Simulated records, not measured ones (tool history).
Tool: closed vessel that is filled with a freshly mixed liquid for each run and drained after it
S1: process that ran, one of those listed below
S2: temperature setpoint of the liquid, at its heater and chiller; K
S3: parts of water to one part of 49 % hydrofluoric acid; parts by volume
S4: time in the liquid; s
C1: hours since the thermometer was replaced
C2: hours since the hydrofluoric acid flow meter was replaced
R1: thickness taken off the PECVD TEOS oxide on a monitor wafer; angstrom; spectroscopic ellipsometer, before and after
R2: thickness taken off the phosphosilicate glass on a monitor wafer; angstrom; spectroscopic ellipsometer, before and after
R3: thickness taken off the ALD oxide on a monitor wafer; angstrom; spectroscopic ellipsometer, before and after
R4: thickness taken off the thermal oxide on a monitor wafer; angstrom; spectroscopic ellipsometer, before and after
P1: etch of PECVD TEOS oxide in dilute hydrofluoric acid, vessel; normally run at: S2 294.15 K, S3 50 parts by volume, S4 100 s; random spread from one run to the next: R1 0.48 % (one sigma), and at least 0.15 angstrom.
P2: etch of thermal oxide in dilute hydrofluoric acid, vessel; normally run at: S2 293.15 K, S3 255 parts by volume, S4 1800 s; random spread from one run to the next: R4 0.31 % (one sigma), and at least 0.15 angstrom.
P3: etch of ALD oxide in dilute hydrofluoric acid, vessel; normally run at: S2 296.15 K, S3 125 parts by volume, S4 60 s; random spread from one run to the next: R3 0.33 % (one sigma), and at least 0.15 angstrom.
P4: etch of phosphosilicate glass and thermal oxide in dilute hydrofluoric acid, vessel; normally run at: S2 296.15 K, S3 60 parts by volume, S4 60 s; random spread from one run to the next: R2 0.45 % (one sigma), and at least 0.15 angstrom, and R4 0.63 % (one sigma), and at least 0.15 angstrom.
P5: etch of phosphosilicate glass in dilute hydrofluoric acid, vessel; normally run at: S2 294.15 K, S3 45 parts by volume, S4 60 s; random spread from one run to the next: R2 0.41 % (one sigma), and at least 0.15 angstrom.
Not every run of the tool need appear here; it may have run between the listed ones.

{"run": 1, "hour": 13.2, "S1": "P1", "S2": 294.15, "S3": 50, "S4": 100, "C1": 434.5, "C2": 1288.9, "R1": 234.88}
{"run": 2, "hour": 25.6, "S1": "P5", "S2": 294.15, "S3": 45, "S4": 60, "C1": 446.9, "C2": 1301.3, "R2": 1653.3}
{"run": 3, "hour": 35.0, "S1": "P1", "S2": 294.15, "S3": 50, "S4": 100, "C1": 456.3, "C2": 1310.7, "R1": 233.06}
{"run": 4, "hour": 43.3, "S1": "P3", "S2": 296.15, "S3": 40, "S4": 60, "C1": 464.6, "C2": 1319.0, "R3": 436.13}
{"run": 5, "hour": 58.3, "S1": "P1", "S2": 294.15, "S3": 20, "S4": 100, "C1": 479.6, "C2": 1334.0, "R1": 605.75}
{"run": 6, "hour": 69.5, "S1": "P5", "S2": 294.15, "S3": 70, "S4": 60, "C1": 490.8, "C2": 1345.2, "R2": 1042.2}
{"run": 7, "hour": 83.9, "S1": "P2", "S2": 293.15, "S3": 445, "S4": 1800, "C1": 505.2, "C2": 1359.6, "R4": 114.0}
{"run": 8, "hour": 96.9, "S1": "P1", "S2": 294.15, "S3": 50, "S4": 100, "C1": 518.2, "C2": 1372.6, "R1": 231.82}
{"run": 9, "hour": 108.2, "S1": "P5", "S2": 290.15, "S3": 45, "S4": 60, "C1": 529.5, "C2": 1383.9, "R2": 1399.5}
{"run": 10, "hour": 123.7, "S1": "P1", "S2": 294.15, "S3": 50, "S4": 100, "C1": 545.0, "C2": 1399.4, "R1": 232.2}
{"run": 11, "hour": 135.3, "S1": "P2", "S2": 299.15, "S3": 255, "S4": 1800, "C1": 556.6, "C2": 1411.0, "R4": 288.92}
{"run": 12, "hour": 142.7, "S1": "P1", "S2": 298.65, "S3": 20, "S4": 100, "C1": 564.0, "C2": 1418.4, "R1": 734.92}
{"run": 13, "hour": 154.7, "S1": "P3", "S2": 296.15, "S3": 125, "S4": 60, "C1": 576.0, "C2": 1430.4, "R3": 125.99}
{"run": 14, "hour": 169.9, "S1": "P1", "S2": 294.15, "S3": 50, "S4": 100, "C1": 591.2, "C2": 1445.6, "R1": 235.41}
{"run": 15, "hour": 178.1, "S1": "P1", "S2": 290.65, "S3": 50, "S4": 100, "C1": 599.4, "C2": 1453.8, "R1": 202.65}
{"run": 16, "hour": 187.7, "S1": "P3", "S2": 296.15, "S3": 125, "S4": 30, "C1": 609.0, "C2": 1463.4, "R3": 62.881}
{"run": 17, "hour": 204.1, "S1": "P2", "S2": 293.15, "S3": 255, "S4": 1800, "C1": 625.4, "C2": 1479.8, "R4": 232.94}
{"run": 18, "hour": 214.5, "S1": "P1", "S2": 299.65, "S3": 50, "S4": 100, "C1": 635.8, "C2": 1490.2, "R1": 293.66}
{"run": 19, "hour": 231.0, "S1": "P1", "S2": 294.15, "S3": 50, "S4": 45, "C1": 652.3, "C2": 1506.7, "R1": 105.94}
{"run": 20, "hour": 240.4, "S1": "P5", "S2": 294.15, "S3": 45, "S4": 30, "C1": 661.7, "C2": 1516.1, "R2": 833.39}
{"run": 21, "hour": 252.0, "S1": "P3", "S2": 301.65, "S3": 125, "S4": 60, "C1": 673.3, "C2": 1527.7, "R3": 155.05}
{"run": 22, "hour": 260.8, "S1": "P1", "S2": 294.15, "S3": 50, "S4": 100, "C1": 682.1, "C2": 1536.5, "R1": 233.31}
{"run": 23, "hour": 270.8, "S1": "P4", "S2": 296.15, "S3": 20, "S4": 60, "C1": 692.1, "C2": 1546.5, "R2": 2236.3, "R4": 141.3}
{"run": 24, "hour": 284.3, "S1": "P1", "S2": 294.15, "S3": 50, "S4": 160, "C1": 705.6, "C2": 1560.0, "R1": 371.52}
{"run": 25, "hour": 291.8, "S1": "P1", "S2": 294.15, "S3": 80, "S4": 100, "C1": 713.1, "C2": 1567.5, "R1": 141.66}
{"run": 26, "hour": 300.4, "S1": "P1", "S2": 298.65, "S3": 80, "S4": 100, "C1": 721.7, "C2": 1576.1, "R1": 169.5}
{"run": 27, "hour": 313.6, "S1": "P4", "S2": 302.65, "S3": 60, "S4": 60, "C1": 734.9, "C2": 1589.3, "R2": 909.84, "R4": 58.639}
{"run": 28, "hour": 322.0, "S1": "P4", "S2": 296.15, "S3": 60, "S4": 60, "C1": 743.3, "C2": 1597.7, "R2": 706.88, "R4": 45.256}
{"run": 29, "hour": 331.7, "S1": "P4", "S2": 296.15, "S3": 60, "S4": 30, "C1": 753.0, "C2": 1607.4, "R2": 354.09, "R4": 22.546}
{"run": 30, "hour": 344.2, "S1": "P2", "S2": 293.15, "S3": 255, "S4": 1800, "C1": 765.5, "C2": 1619.9, "R4": 232.66}
{"run": 31, "hour": 359.5, "S1": "P2", "S2": 293.15, "S3": 255, "S4": 985, "C1": 780.8, "C2": 1635.2, "R4": 128.43}
{"run": 32, "hour": 369.7, "S1": "P1", "S2": 294.15, "S3": 50, "S4": 100, "C1": 791.0, "C2": 1645.4, "R1": 233.28}
{"run": 33, "hour": 382.0, "S1": "P1", "S2": 294.15, "S3": 50, "S4": 100, "C1": 803.3, "C2": 1657.7, "R1": 221.43}
{"run": 34, "hour": 392.3, "S1": "P1", "S2": 294.15, "S3": 50, "S4": 100, "C1": 813.6, "C2": 1668.0, "R1": 216.32}

Expected results for the next run?
{"run": 35, "hour": 406.7, "S1": "P1", "S2": 294.15, "S3": 50, "S4": 100, "C1": 828.0, "C2": 1682.4, "R1": "?"}

Run 35 measured R1 214.62 angstrom.
